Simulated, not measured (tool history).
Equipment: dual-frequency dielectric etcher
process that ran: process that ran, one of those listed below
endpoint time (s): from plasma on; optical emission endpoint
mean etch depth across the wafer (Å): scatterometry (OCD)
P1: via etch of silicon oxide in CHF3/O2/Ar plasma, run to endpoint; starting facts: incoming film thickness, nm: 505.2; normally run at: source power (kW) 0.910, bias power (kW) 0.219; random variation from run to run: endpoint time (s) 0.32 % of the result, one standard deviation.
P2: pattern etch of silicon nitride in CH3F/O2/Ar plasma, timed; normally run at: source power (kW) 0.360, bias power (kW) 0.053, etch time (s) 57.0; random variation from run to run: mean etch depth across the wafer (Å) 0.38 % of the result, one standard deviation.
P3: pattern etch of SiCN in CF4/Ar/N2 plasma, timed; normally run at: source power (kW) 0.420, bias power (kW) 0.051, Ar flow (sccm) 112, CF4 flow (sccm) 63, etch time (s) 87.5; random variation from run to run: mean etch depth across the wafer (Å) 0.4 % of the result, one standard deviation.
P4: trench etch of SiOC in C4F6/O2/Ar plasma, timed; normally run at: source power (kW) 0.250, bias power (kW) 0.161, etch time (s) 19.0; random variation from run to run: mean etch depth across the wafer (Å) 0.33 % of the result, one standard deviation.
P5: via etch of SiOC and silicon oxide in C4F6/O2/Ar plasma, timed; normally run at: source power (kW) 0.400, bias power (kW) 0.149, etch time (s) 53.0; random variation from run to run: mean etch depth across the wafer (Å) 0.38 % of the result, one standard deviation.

run	hour	process that ran	source power (kW)	bias power (kW)	Ar flow (sccm)	CF4 flow (sccm)	etch time (s)	hours since the last wet clean	hours since the last source power generator calibration	hours since the last bias power generator calibration	endpoint time (s)	mean etch depth across the wafer (Å)
1	15.2	P1	0.910	0.219				291.2	984.4	1697.8	205.21	
2	24.6	P3	0.420	0.051	75	63	87.5	300.6	993.8	1707.2		647.10
3	34.9	P3	0.420	0.051	112	63	53.0	310.9	1004.1	1717.5		367.06
4	42.7	P5	0.400	0.149			53.0	318.7	1011.9	1725.3		557.71
5	55.8	P3	0.420	0.051	112	75	87.5	331.8	1025.0	1738.4		627.44
6	64.6	P1	0.910	0.219				340.6	1033.8	1747.2	205.60	
7	77.5	P3	0.420	0.051	112	63	87.5	353.5	1046.7	1760.1		603.79
8	90.2	P2	0.360	0.053			35.5	366.2	1059.4	1772.8		211.75
9	100.9	P2	0.260	0.053			57.0	376.9	1070.1	1783.5		301.15
10	111.7	P1	0.600	0.219				387.7	1080.9	1794.3	241.21	
11	119.5	P1	0.910	0.219				395.5	1088.7	1802.1	206.48	
12	129.0	P1	0.910	0.219				405.0	1098.2	1811.6	205.46	
13	136.6	P3	0.530	0.051	112	63	87.5	412.6	1105.8	1819.2		744.29
14	149.6	P5	0.400	0.177			53.0	425.6	1118.8	1832.2		584.78
15	160.8	P5	0.510	0.149			53.0	436.8	1130.0	1843.4		606.59
16	173.0	P4	0.250	0.161			27.0	449.0	1142.2	1855.6		452.36
17	180.2	P2	0.360	0.053			57.0	456.2	1149.4	1862.8		339.87
18	195.1	P4	0.250	0.161			19.0	471.1	1164.3	1877.7		319.76
19	202.6	P1	0.910	0.145				478.6	1171.8	1885.2	235.95	
20	215.1	P4	0.250	0.213			19.0	491.1	1184.3	1897.7		350.03
21	226.9	P3	0.420	0.040	112	63	87.5	502.9	1196.1	1909.5		562.34

Predict the results of run 22:
22	237.8	P4	0.330	0.161			19.0	513.8	1207.0	1920.4		?

{"run 22": {"mean etch depth across the wafer (Å)": 355.14}}
